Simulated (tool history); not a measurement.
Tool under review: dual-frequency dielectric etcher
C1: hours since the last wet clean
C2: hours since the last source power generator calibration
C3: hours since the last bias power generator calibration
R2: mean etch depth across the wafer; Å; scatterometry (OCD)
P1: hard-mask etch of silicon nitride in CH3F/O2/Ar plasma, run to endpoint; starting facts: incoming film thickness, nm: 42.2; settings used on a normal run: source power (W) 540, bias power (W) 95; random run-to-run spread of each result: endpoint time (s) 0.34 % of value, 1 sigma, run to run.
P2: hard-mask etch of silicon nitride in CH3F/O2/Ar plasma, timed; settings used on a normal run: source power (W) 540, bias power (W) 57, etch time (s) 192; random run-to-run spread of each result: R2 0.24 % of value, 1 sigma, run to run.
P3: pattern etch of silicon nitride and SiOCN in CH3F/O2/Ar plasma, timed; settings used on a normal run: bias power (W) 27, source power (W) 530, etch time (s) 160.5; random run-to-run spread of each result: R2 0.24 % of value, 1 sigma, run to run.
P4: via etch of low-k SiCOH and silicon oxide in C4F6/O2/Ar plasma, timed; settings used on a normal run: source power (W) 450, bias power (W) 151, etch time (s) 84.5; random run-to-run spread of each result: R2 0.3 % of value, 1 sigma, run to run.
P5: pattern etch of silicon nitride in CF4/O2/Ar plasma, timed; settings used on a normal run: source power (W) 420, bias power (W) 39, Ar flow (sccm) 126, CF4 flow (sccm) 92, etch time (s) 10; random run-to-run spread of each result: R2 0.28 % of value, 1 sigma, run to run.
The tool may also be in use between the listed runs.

Run 1, hour 5.9: process that ran P1, source power (W) 540, bias power (W) 95; C1 367.1; C2 770.6; C3 3011.3. Result: endpoint time (s) 49.758.
Run 2, hour 15.1: process that ran P5, source power (W) 420, bias power (W) 39, Ar flow (sccm) 126, CF4 flow (sccm) 92, etch time (s) 10; C1 376.3; C2 779.8; C3 3020.5. Result: R2 142.13 Å.
Run 3, hour 25.2: process that ran P1, source power (W) 540, bias power (W) 95; C1 386.4; C2 789.9; C3 3030.6. Result: endpoint time (s) 49.869.
Run 4, hour 29.7: process that ran P4, source power (W) 450, bias power (W) 151, etch time (s) 115; C1 390.9; C2 794.4; C3 3035.1. Result: R2 3201.4 Å.
Run 5, hour 36.9: process that ran P1, source power (W) 540, bias power (W) 95; C1 398.1; C2 801.6; C3 3042.3. Result: endpoint time (s) 49.604.
Run 6, hour 43.2: process that ran P1, source power (W) 430, bias power (W) 95; C1 404.4; C2 807.9; C3 3048.6. Result: endpoint time (s) 53.986.
Run 7, hour 48.1: process that ran P1, source power (W) 740, bias power (W) 95; C1 409.3; C2 812.8; C3 3053.5. Result: endpoint time (s) 43.959.
Run 8, hour 53.3: process that ran P3, source power (W) 530, bias power (W) 39, etch time (s) 160.5; C1 414.5; C2 818; C3 3058.7. Result: R2 305.81 Å.
Run 9, hour 58.9: process that ran P5, source power (W) 420, bias power (W) 39, Ar flow (sccm) 98, CF4 flow (sccm) 92, etch time (s) 10; C1 420.1; C2 823.6; C3 3064.3. Result: R2 147.18 Å.
Run 10, hour 65.4: process that ran P2, source power (W) 540, bias power (W) 57, etch time (s) 192; C1 426.6; C2 830.1; C3 3070.8. Result: R2 1453.8 Å.
Run 11, hour 75.2: process that ran P1, source power (W) 540, bias power (W) 72; C1 436.4; C2 839.9; C3 3080.6. Result: endpoint time (s) 54.546.
Run 12, hour 81.9: process that ran P4, source power (W) 300, bias power (W) 151, etch time (s) 84.5; C1 443.1; C2 846.6; C3 3087.3. Result: R2 2012.1 Å.
Run 13, hour 89.1: process that ran P4, source power (W) 450, bias power (W) 120, etch time (s) 84.5; C1 450.3; C2 853.8; C3 3094.5. Result: R2 2206.9 Å.
Run 14, hour 97.4: process that ran P3, source power (W) 530, bias power (W) 27, etch time (s) 216.5; C1 458.6; C2 862.1; C3 3102.8. Result: R2 345.91 Å.
Run 15, hour 102.5: process that ran P5, source power (W) 420, bias power (W) 39, Ar flow (sccm) 126, CF4 flow (sccm) 62, etch time (s) 10; C1 463.7; C2 867.2; C3 3107.9. Result: R2 134.53 Å.
Run 16, hour 112.6: process that ran P1, source power (W) 540, bias power (W) 95; C1 473.8; C2 877.3; C3 3118. Result: endpoint time (s) 49.435.
Run 17, hour 120.5: process that ran P4, source power (W) 450, bias power (W) 151, etch time (s) 84.5; C1 481.7; C2 885.2; C3 3125.9. Result: R2 2354.5 Å.
At hour 126.3: wet clean of the chamber.
Run 18, hour 128: process that ran P1, source power (W) 540, bias power (W) 95; C1 1.7; C2 892.7; C3 3133.4. Result: endpoint time (s) 49.447.
Run 19, hour 134.8: process that ran P1, source power (W) 640, bias power (W) 132; C1 8.5; C2 899.5; C3 3140.2. Result: endpoint time (s) 41.199.
Run 20, hour 142.8: process that ran P2, source power (W) 540, bias power (W) 38, etch time (s) 192; C1 16.5; C2 907.5; C3 3148.2. Result: R2 1290.6 Å.
Run 21, hour 148.1: process that ran P3, source power (W) 530, bias power (W) 27, etch time (s) 160.5; C1 21.8; C2 912.8; C3 3153.5. Result: R2 257.48 Å.
Run 22, hour 155.1: process that ran P3, source power (W) 700, bias power (W) 27, etch time (s) 160.5; C1 28.8; C2 919.8; C3 3160.5. Result: R2 283.18 Å.
Run 23, hour 162.1: process that ran P1, source power (W) 540, bias power (W) 95; C1 35.8; C2 926.8; C3 3167.5. Result: endpoint time (s) 49.117.
Run 24, hour 169.6: process that ran P5, source power (W) 420, bias power (W) 39, Ar flow (sccm) 126, CF4 flow (sccm) 92, etch time (s) 6.5; C1 43.3; C2 934.3; C3 3175. Result: R2 93.218 Å.
Run 25, hour 179.1: process that ran P5, source power (W) 420, bias power (W) 39, Ar flow (sccm) 126, CF4 flow (sccm) 92, etch time (s) 10; C1 52.8; C2 943.8; C3 3184.5. Result: R2 142.4 Å.
Run 26, hour 185.1: process that ran P5, source power (W) 420, bias power (W) 32, Ar flow (sccm) 126, CF4 flow (sccm) 92, etch time (s) 10; C1 58.8; C2 949.8; C3 3190.5. Result: R2 132.8 Å.
Run 27, hour 194: process that ran P5, source power (W) 570, bias power (W) 39, Ar flow (sccm) 126, CF4 flow (sccm) 92, etch time (s) 10; C1 67.7; C2 958.7; C3 3199.4. Result: R2 185.95 Å.
Run 28, hour 200.2: process that ran P4, source power (W) 450, bias power (W) 151, etch time (s) 84.5; C1 73.9; C2 964.9; C3 3205.6. Result: R2 2357.5 Å.
Run 29, hour 205.4: process that ran P1, source power (W) 540, bias power (W) 113; C1 79.1; C2 970.1; C3 3210.8. Result: endpoint time (s) 46.212.
Run 30, hour 215.5: process that ran P2, source power (W) 400, bias power (W) 57, etch time (s) 192; C1 89.2; C2 980.2; C3 3220.9. Result: R2 1290.2 Å.
Run 31, hour 221.8: process that ran P1, source power (W) 670, bias power (W) 78; C1 95.5; C2 986.5; C3 3227.2. Result: endpoint time (s) 48.828.
Run 32, hour 227: process that ran P2, source power (W) 540, bias power (W) 57, etch time (s) 138; C1 100.7; C2 991.7; C3 3232.4. Result: R2 1042 Å.
Run 33, hour 237.3: process that ran P1, source power (W) 540, bias power (W) 95; C1 111; C2 1002; C3 3242.7. Result: endpoint time (s) 49.393.
Run 34, hour 244.8: process that ran P1, source power (W) 540, bias power (W) 95; C1 118.5; C2 1009.5; C3 3250.2. Result: endpoint time (s) 49.815.
Run 35, hour 250.2: process that ran P1, source power (W) 540, bias power (W) 95; C1 123.9; C2 1014.9; C3 3255.6. Result: endpoint time (s) 50.333.
Run 36, hour 258.9: process that ran P1, source power (W) 540, bias power (W) 95; C1 132.6; C2 1023.6; C3 3264.3. Result: endpoint time (s) 49.922.
Run 37, hour 265.2: process that ran P1, source power (W) 540, bias power (W) 95; C1 138.9; C2 1029.9; C3 3270.6. Result: endpoint time (s) 50.474.
At hour 267.7: wet clean of the chamber.
Run 38, hour 272: process that ran P1, source power (W) 540, bias power (W) 95; C1 4.4; C2 1036.7; C3 3277.4. Result: endpoint time (s) 50.479.
Run 39, hour 279.1: process that ran P1, source power (W) 540, bias power (W) 95; C1 11.5; C2 1043.8; C3 3284.5. Result: endpoint time (s) 50.305.

Something has made what P1 gives creep away from where it was; the 2 causes below, each at its own stated size, fit the log equally well:
A: source power that arrives under what is set, % = 4.47
B: bias power that arrives under what is set, % = 4.74
Creep in the process output first set in at about hour 237.3.
Why every other cause is out:
chamber walls in a state that lowers the etch rate, %: serviced at hour 267.7, which brought nothing back

Which of the 4 check runs listed below separates the causes, so that each cause would produce a clearly different result? Each run uses one wafer, and its results are marked with question marks.
Run check 1, hour 286.2: process that ran P2, source power (W) 540, bias power (W) 45, etch time (s) 192. Result: R2 ?.
Run check 2, hour 286.2: process that ran P4, source power (W) 450, bias power (W) 124, etch time (s) 84.5. Result: R2 ?.
Run check 3, hour 286.2: process that ran P3, source power (W) 690, bias power (W) 27, etch time (s) 160.5. Result: R2 ?.
Run check 4, hour 286.2: process that ran P5, source power (W) 550, bias power (W) 39, Ar flow (sccm) 126, CF4 flow (sccm) 92, etch time (s) 10. Result: R2 ?.

Predicted outcomes, by check and by cause:
  check  result    if A    if B
check 1      R2  1325.3  1330.4
check 2      R2  2180.6  2190.4
check 3      R2  277.37  275.79
check 4      R2  173.17  177.05
How far apart the two closest causes lie, in the result that separates them most: check 1 0.39 %; check 2 0.45 %; check 3 0.57 %; check 4 2.22 %
Check 4 tells the causes apart: in the others they would give nearly the same result.

With check 4 done, the readings were: R2 177.2 Å. Identify which of the listed causes applies.

Of the candidate causes, it is B: bias power that arrives under what is set, %.

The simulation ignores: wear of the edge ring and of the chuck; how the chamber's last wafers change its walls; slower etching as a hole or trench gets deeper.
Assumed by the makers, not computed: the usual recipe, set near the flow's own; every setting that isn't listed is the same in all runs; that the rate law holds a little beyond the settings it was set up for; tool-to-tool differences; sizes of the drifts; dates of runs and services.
